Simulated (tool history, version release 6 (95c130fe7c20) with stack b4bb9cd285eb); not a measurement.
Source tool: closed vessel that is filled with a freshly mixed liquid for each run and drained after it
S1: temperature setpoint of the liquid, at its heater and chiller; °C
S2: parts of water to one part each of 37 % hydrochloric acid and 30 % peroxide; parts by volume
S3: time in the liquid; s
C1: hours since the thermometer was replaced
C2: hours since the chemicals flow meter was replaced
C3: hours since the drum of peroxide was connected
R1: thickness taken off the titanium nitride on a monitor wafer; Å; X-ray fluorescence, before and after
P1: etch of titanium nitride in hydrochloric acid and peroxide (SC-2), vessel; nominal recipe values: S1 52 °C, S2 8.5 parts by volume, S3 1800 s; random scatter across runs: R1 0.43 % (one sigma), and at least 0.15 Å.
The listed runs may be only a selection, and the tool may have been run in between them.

Run 1, hour 11.2: S1 52 °C, S2 8.5 parts by volume, S3 1800 s; C1 537.8; C2 909.6; C3 248.8. Result: R1 450.570 Å.
Run 2, hour 20.4: S1 40 °C, S2 8.5 parts by volume, S3 1800 s; C1 547.0; C2 918.8; C3 258.0. Result: R1 195.790 Å.
Run 3, hour 30.8: S1 52 °C, S2 8.5 parts by volume, S3 1800 s; C1 557.4; C2 929.2; C3 268.4. Result: R1 446.780 Å.
Run 4, hour 39.0: S1 52 °C, S2 14.5 parts by volume, S3 1800 s; C1 565.6; C2 937.4; C3 276.6. Result: R1 283.490 Å.
Run 5, hour 46.9: S1 52 °C, S2 8.5 parts by volume, S3 1800 s; C1 573.5; C2 945.3; C3 284.5. Result: R1 445.190 Å.
Run 6, hour 60.5: S1 52 °C, S2 8.5 parts by volume, S3 1800 s; C1 587.1; C2 958.9; C3 298.1. Result: R1 446.790 Å.
Run 7, hour 74.6: S1 63 °C, S2 8.5 parts by volume, S3 365 s; C1 601.2; C2 973.0; C3 312.2. Result: R1 182.920 Å.
Run 8, hour 83.4: S1 52 °C, S2 8.5 parts by volume, S3 2600 s; C1 610.0; C2 981.8; C3 321.0. Result: R1 644.620 Å.
At hour 88.0: new drum of peroxide connected.
Run 9, hour 96.4: S1 68 °C, S2 8.5 parts by volume, S3 1800 s; C1 623.0; C2 994.8; C3 8.4. Result: R1 1226.300 Å.
Run 10, hour 109.4: S1 52 °C, S2 8.5 parts by volume, S3 1800 s; C1 636.0; C2 1007.8; C3 21.4. Result: R1 445.370 Å.
Run 11, hour 118.8: S1 52 °C, S2 8.5 parts by volume, S3 1800 s; C1 645.4; C2 1017.2; C3 30.8. Result: R1 446.090 Å.

What will run 12 give?
Run 12, hour 134.5: S1 52 °C, S2 8.5 parts by volume, S3 125 s; C1 661.1; C2 1032.9; C3 46.5. Result: R1 ?.

R1: 30.883 Å
